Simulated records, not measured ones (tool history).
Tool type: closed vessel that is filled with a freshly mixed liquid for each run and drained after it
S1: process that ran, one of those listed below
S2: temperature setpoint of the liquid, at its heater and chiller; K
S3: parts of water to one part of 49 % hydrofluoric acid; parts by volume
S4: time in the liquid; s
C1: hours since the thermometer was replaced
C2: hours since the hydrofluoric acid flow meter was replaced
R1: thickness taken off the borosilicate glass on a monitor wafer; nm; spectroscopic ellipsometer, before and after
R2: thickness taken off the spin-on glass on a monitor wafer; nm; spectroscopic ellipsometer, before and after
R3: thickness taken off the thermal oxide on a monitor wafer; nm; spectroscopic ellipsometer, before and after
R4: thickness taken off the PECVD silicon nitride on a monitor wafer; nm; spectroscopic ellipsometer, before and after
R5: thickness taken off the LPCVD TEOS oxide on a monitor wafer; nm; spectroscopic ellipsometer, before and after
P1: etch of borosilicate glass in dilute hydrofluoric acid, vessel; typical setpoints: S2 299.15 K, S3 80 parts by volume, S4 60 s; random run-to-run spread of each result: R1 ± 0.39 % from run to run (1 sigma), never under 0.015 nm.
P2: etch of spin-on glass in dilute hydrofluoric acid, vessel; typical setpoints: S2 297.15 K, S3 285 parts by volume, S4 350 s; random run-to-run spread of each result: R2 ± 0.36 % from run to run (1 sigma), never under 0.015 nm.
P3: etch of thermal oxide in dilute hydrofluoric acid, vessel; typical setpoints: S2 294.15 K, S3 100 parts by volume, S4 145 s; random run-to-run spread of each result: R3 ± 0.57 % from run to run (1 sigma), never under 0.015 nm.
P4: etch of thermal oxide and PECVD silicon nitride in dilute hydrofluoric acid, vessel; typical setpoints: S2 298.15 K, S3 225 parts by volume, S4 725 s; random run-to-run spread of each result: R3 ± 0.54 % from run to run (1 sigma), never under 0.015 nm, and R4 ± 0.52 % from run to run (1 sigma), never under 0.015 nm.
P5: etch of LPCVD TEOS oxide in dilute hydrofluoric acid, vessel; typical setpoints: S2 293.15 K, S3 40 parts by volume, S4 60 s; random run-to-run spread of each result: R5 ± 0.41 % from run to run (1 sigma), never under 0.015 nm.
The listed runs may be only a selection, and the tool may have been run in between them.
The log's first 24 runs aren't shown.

run     day  S1      S2   S3    S4     C1     C2      R1  R2      R3      R4      R5
 25   8.808  P5  290.15   40    60   22.1  777.5                              41.872
 26   9.225  P1  299.15   80    60   32.1  787.5  32.039
 27   9.617  P1  299.15  125   115   41.5  796.9  36.843
 28   10.05  P3  294.15  100   145   51.9  807.3              6.0952
 29  10.475  P1  292.65   80    60   62.1  817.5  24.454
 30  10.858  P4  298.15  225  1415   71.3  826.7               26.72  11.593
 31  11.167  P5  293.15   40    60   78.7  834.1                              47.713
 32  11.438  P4  298.15  330   725   85.2  840.6              8.4245  4.0658
 33    11.8  P1  299.15   80    60   93.9  849.3   32.17
 34  12.129  P1  299.15   80    60  101.8  857.2  32.964
 35  12.479  P1  299.15   80    60  110.2  865.6  33.855
 36  12.908  P1  299.15   80    60  120.5  875.9  33.979
 37  13.233  P1  299.15   80    60  128.3  883.7  34.068
 38   13.45  P1  299.15   80    60  133.5  888.9   34.54

For run 39, what comes out?
 39  13.842  P1  299.15  80  60  142.9  898.3   ?

R1: 34.499 nm
